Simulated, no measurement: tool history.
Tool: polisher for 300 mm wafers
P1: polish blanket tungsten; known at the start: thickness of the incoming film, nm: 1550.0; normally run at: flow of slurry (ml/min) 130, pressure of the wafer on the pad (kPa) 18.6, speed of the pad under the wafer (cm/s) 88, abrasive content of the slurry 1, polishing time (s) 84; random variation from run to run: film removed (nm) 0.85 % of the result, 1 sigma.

run	hour	flow of slurry (ml/min)	pressure of the wafer on the pad (kPa)	speed of the pad under the wafer (cm/s)	abrasive content of the slurry	polishing time (s)	film removed (nm)
1	4.9	130	18.6	88	1	84	228.58
2	8.3	85	18.6	88	1	84	206.4
3	13.5	130	9.7	88	1	84	118.96
4	19.6	130	18.6	88	1	84	230.63
5	24.2	130	18.6	126	1	84	325.57
6	30.6	130	18.6	88	0.75	84	212.99
7	33.8	130	18.6	88	1.5	84	257.07
8	37.4	130	18.6	88	1	107	291.6
9	40.3	130	18.6	88	1	38	103.09
10	44.5	200	18.6	88	1	84	247.21
11	47.6	130	23.4	52	1	84	170.15
12	53.5	130	18.6	88	1	84	224.92
13	57.9	130	18.6	40	1	84	103.28
14	63.3	130	25.5	88	1	84	314.09

Forecast run 15:
15	66.4	130	18.6	88	1	84	?

Run 15 gave film removed (nm) 229.82.

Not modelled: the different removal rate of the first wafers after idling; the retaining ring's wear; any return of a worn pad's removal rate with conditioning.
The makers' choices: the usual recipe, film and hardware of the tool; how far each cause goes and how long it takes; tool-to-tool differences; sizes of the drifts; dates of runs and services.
